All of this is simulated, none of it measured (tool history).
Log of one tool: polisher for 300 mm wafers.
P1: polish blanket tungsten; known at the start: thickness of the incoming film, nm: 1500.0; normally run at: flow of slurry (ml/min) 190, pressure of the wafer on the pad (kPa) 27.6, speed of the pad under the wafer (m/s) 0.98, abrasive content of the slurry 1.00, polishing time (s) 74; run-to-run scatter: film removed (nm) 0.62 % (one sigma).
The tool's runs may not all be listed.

| run | hour | flow of slurry (ml/min) | pressure of the wafer on the pad (kPa) | speed of the pad under the wafer (m/s) | abrasive content of the slurry | polishing time (s) | wafers polished on this pad | hours since the slurry nozzle was cleaned | hours since the head pressure was calibrated | hours since the slurry blender was calibrated | hours since the slurry got fresh peroxide | film removed (nm) |
|---|---|---|---|---|---|---|---|---|---|---|---|---|
| 1 | 12.6 | 190 | 27.6 | 0.98 | 1.00 | 74 | 658 | 488.8 | 383.0 | 74.3 | 44.6 | 443.27 |
| 2 | 21.5 | 190 | 27.6 | 0.98 | 0.55 | 74 | 742 | 497.7 | 391.9 | 83.2 | 53.5 | 382.13 |
|  | 28.3 | worn pad replaced by a new one |
| 3 | 32.2 | 190 | 27.6 | 0.98 | 1.00 | 102 | 36 | 508.4 | 402.6 | 93.9 | 64.2 | 601.11 |
| 4 | 39.9 | 190 | 37.9 | 0.98 | 1.00 | 74 | 109 | 516.1 | 410.3 | 101.6 | 71.9 | 601.59 |
| 5 | 48.4 | 190 | 27.6 | 0.98 | 1.00 | 74 | 189 | 524.6 | 418.8 | 110.1 | 80.4 | 440.41 |
| 6 | 57.8 | 190 | 27.6 | 0.98 | 1.00 | 74 | 278 | 534.0 | 428.2 | 119.5 | 89.8 | 436.90 |
| 7 | 65.8 | 115 | 27.6 | 0.98 | 1.00 | 74 | 353 | 542.0 | 436.2 | 127.5 | 97.8 | 396.34 |
| 8 | 75.5 | 190 | 27.6 | 0.54 | 1.00 | 74 | 444 | 551.7 | 445.9 | 137.2 | 107.5 | 241.46 |
| 9 | 88.9 | 190 | 27.6 | 0.98 | 0.75 | 93 | 571 | 565.1 | 459.3 | 150.6 | 120.9 | 512.00 |
| 10 | 103.1 | 190 | 27.6 | 0.98 | 1.40 | 74 | 705 | 579.3 | 473.5 | 164.8 | 135.1 | 474.22 |
| 11 | 113.4 | 190 | 17.9 | 0.98 | 1.00 | 74 | 802 | 589.6 | 483.8 | 175.1 | 145.4 | 282.95 |
| 12 | 126.6 | 240 | 27.6 | 0.98 | 1.00 | 74 | 926 | 602.8 | 497.0 | 188.3 | 158.6 | 451.69 |
| 13 | 133.7 | 190 | 27.6 | 0.98 | 1.00 | 74 | 993 | 609.9 | 504.1 | 195.4 | 165.7 | 437.18 |
| 14 | 142.3 | 190 | 13.8 | 0.98 | 1.45 | 74 | 1074 | 618.5 | 512.7 | 204.0 | 174.3 | 241.10 |
| 15 | 156.8 | 190 | 35.2 | 0.98 | 1.00 | 101 | 1211 | 633.0 | 527.2 | 218.5 | 188.8 | 769.11 |
| 16 | 165.9 | 190 | 27.6 | 0.98 | 1.00 | 74 | 1297 | 642.1 | 536.3 | 227.6 | 197.9 | 437.62 |
|  | 169.5 | slurry tank refilled with fresh slurry and peroxide |
| 17 | 174.5 | 190 | 27.6 | 1.46 | 1.00 | 74 | 1378 | 650.7 | 544.9 | 236.2 | 5.1 | 648.86 |
| 18 | 188.8 | 190 | 27.6 | 0.98 | 1.00 | 44 | 1512 | 665.0 | 559.2 | 250.5 | 19.4 | 261.12 |
| 19 | 196.4 | 190 | 27.6 | 0.98 | 1.00 | 74 | 1584 | 672.6 | 566.8 | 258.1 | 27.0 | 437.95 |
| 20 | 209.5 | 190 | 27.6 | 0.98 | 1.00 | 74 | 1708 | 685.7 | 579.9 | 271.2 | 40.1 | 438.84 |
| 21 | 221.5 | 190 | 27.6 | 0.98 | 1.00 | 74 | 1821 | 697.7 | 591.9 | 283.2 | 52.1 | 427.57 |
| 22 | 229.5 | 190 | 27.6 | 0.98 | 1.00 | 74 | 1896 | 705.7 | 599.9 | 291.2 | 60.1 | 421.91 |
| 23 | 236.9 | 190 | 27.6 | 0.98 | 1.00 | 74 | 1966 | 713.1 | 607.3 | 298.6 | 67.5 | 414.86 |
| 24 | 245.0 | 190 | 27.6 | 0.98 | 1.00 | 74 | 2042 | 721.2 | 615.4 | 306.7 | 75.6 | 413.83 |
|  | 245.3 | slurry tank refilled with fresh slurry and peroxide |
| 25 | 253.3 | 190 | 27.6 | 0.98 | 1.00 | 74 | 2120 | 729.5 | 623.7 | 315.0 | 8.0 | 409.89 |
| 26 | 263.0 | 190 | 27.6 | 0.98 | 1.00 | 74 | 2212 | 739.2 | 633.4 | 324.7 | 17.7 | 407.76 |
|  | 267.4 | worn pad replaced by a new one |
|  | 272.7 | slurry blender recalibrated |
| 27 | 274.9 | 190 | 27.6 | 0.98 | 1.00 | 74 | 70 | 751.1 | 645.3 | 2.2 | 29.6 | 409.98 |
| 28 | 287.7 | 190 | 27.6 | 0.98 | 1.00 | 74 | 191 | 763.9 | 658.1 | 15.0 | 42.4 | 404.77 |
| 29 | 301.0 | 190 | 27.6 | 0.98 | 1.00 | 74 | 317 | 777.2 | 671.4 | 28.3 | 55.7 | 406.14 |

What P1 gives has crept away from where it was. These 2 causes fit the log equally well, each at the size given:
A: slurry flow missing at the pad, % = 35.2
B: head's pressure below its setpoint, % = 7.16
The creep began at about hour 209.5.
Why every other cause is out:
removal rate lost through wear of the pad, %: serviced at hour 267.4, which brought nothing back
abrasive missing from the slurry, %: serviced at hour 272.7, which brought nothing back
peroxide lost from the slurry, %: serviced at hour 245.3, which brought nothing back

4 check runs are offered, each on 2 wafers whose results are averaged, their results left as question marks. Which one tells the causes apart?
| check 1 | 314.3 | 190 | 37.2 | 0.98 | 0.60 | 74 |  |  |  |  |  | ? |
| check 2 | 314.3 | 190 | 27.6 | 0.54 | 0.85 | 74 |  |  |  |  |  | ? |
| check 3 | 314.3 | 190 | 27.6 | 0.98 | 0.55 | 53 |  |  |  |  |  | ? |
| check 4 | 314.3 | 115 | 27.6 | 1.32 | 1.00 | 74 |  |  |  |  |  | ? |

What each check would give under each cause:
| check | result | if A | if B |
|---|---|---|---|
| check 1 | film removed (nm) | 487.82 | 487.79 |
| check 2 | film removed (nm) | 215.61 | 215.60 |
| check 3 | film removed (nm) | 253.82 | 253.81 |
| check 4 | film removed (nm) | 480.34 | 500.98 |
How far apart the two closest causes lie, in the result that separates them most: check 1 0.01 %; check 2 0.01 %; check 3 0.01 %; check 4 4.21 %
Check 4 tells the causes apart: in the others they would give nearly the same result.

Check 4 was then run and gave: film removed (nm) 503.88. Which cause is it?

It is B: head's pressure below its setpoint, %.
